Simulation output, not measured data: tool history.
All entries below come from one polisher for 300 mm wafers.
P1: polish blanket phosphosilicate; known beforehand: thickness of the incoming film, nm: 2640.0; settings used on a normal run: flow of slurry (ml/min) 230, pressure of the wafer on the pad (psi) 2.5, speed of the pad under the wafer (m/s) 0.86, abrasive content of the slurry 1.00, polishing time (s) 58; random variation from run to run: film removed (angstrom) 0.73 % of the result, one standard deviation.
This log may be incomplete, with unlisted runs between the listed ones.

| run | day | flow of slurry (ml/min) | pressure of the wafer on the pad (psi) | speed of the pad under the wafer (m/s) | abrasive content of the slurry | polishing time (s) | film removed (angstrom) |
|---|---|---|---|---|---|---|---|
| 1 | 0.225 | 230 | 2.5 | 0.86 | 1.00 | 58 | 3013.5 |
| 2 | 0.600 | 140 | 2.5 | 0.86 | 1.00 | 58 | 2837.2 |
| 3 | 0.862 | 300 | 2.5 | 0.86 | 1.00 | 58 | 3075.9 |
| 4 | 1.179 | 230 | 2.5 | 0.86 | 1.00 | 58 | 2998.2 |
| 5 | 1.454 | 230 | 2.5 | 0.86 | 0.60 | 58 | 2321.3 |
|  | 1.717 | slurry blender recalibrated |
| 6 | 1.888 | 230 | 2.5 | 0.86 | 1.00 | 58 | 3007.0 |
| 7 | 2.358 | 230 | 1.2 | 0.86 | 1.00 | 58 | 1452.8 |
| 8 | 2.608 | 230 | 2.5 | 0.52 | 1.00 | 58 | 2008.7 |
| 9 | 2.983 | 230 | 2.5 | 1.36 | 1.00 | 58 | 4313.3 |
| 10 | 3.362 | 230 | 2.5 | 0.86 | 1.00 | 58 | 3027.5 |
| 11 | 3.700 | 230 | 2.5 | 0.86 | 1.35 | 58 | 3426.8 |
| 12 | 4.054 | 230 | 2.5 | 0.86 | 1.00 | 85 | 4381.8 |
| 13 | 4.288 | 230 | 1.9 | 0.86 | 1.00 | 45 | 1793.4 |
| 14 | 4.688 | 335 | 1.8 | 0.86 | 1.00 | 58 | 2247.2 |
| 15 | 4.954 | 230 | 2.5 | 0.86 | 1.00 | 58 | 3030.9 |
| 16 | 5.300 | 230 | 3.8 | 0.86 | 1.00 | 58 | 4582.0 |
| 17 | 5.617 | 230 | 2.5 | 0.86 | 1.00 | 29 | 1508.2 |

Expected results for the next run?
| 18 | 5.954 | 230 | 2.5 | 0.86 | 1.00 | 58 | ? |

{"run 18": {"film removed (angstrom)": 3003.4}}
